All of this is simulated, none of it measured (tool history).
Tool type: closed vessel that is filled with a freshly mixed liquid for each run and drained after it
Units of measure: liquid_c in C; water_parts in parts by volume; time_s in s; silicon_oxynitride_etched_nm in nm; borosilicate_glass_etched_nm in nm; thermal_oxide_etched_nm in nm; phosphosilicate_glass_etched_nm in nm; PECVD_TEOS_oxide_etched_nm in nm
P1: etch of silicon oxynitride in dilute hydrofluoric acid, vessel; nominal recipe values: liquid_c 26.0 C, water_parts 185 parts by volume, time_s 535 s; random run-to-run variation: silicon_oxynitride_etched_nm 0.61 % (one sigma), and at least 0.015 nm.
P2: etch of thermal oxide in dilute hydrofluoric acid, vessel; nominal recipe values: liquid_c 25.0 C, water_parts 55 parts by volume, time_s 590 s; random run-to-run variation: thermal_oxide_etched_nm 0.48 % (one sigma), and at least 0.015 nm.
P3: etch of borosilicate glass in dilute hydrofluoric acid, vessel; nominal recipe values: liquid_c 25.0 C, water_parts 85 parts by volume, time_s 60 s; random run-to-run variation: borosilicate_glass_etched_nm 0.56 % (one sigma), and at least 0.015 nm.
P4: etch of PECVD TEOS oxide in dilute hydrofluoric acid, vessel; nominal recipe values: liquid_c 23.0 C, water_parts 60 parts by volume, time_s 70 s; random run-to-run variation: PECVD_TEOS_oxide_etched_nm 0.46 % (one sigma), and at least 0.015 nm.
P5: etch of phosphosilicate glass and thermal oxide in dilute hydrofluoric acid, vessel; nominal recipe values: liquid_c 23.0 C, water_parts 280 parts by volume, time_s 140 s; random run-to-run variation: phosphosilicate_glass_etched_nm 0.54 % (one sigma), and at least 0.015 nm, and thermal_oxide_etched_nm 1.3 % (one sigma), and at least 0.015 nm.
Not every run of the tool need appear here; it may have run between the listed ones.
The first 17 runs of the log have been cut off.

| run | hour | process | liquid_c | water_parts | time_s | silicon_oxynitride_etched_nm | borosilicate_glass_etched_nm | thermal_oxide_etched_nm | phosphosilicate_glass_etched_nm | PECVD_TEOS_oxide_etched_nm |
|---|---|---|---|---|---|---|---|---|---|---|
| 18 | 129.7 | P1 | 26.0 | 185 | 535 | 5.0393 |  |  |  |  |
| 19 | 135.6 | P1 | 26.0 | 185 | 535 | 4.9909 |  |  |  |  |
| 20 | 143.5 | P4 | 31.0 | 60 | 70 |  |  |  |  | 18.0400 |
| 21 | 149.7 | P3 | 19.0 | 85 | 60 |  | 28.501 |  |  |  |
| 22 | 155.3 | P4 | 23.0 | 60 | 70 |  |  |  |  | 13.1210 |
| 23 | 164.5 | P2 | 25.0 | 20 | 590 |  |  | 174.79000 |  |  |
| 24 | 173.8 | P1 | 26.0 | 185 | 240 | 2.2973 |  |  |  |  |
| 25 | 182.9 | P2 | 17.0 | 55 | 590 |  |  | 43.27100 |  |  |
| 26 | 190.0 | P4 | 23.0 | 60 | 30 |  |  |  |  | 5.5572 |
| 27 | 198.1 | P1 | 26.0 | 185 | 535 | 5.0791 |  |  |  |  |
| 28 | 206.6 | P4 | 23.0 | 20 | 70 |  |  |  |  | 41.1160 |
| 29 | 215.1 | P5 | 23.0 | 280 | 140 |  |  | 1.89040 | 50.745 |  |
| 30 | 223.1 | P2 | 25.0 | 55 | 590 |  |  | 60.69500 |  |  |
| 31 | 227.4 | P5 | 28.5 | 280 | 140 |  |  | 2.29700 | 61.938 |  |

Forecast run 32:
| 32 | 236.8 | P1 | 26.0 | 265 | 535 | ? |  |  |  |  |

silicon_oxynitride_etched_nm: 3.2886 nm
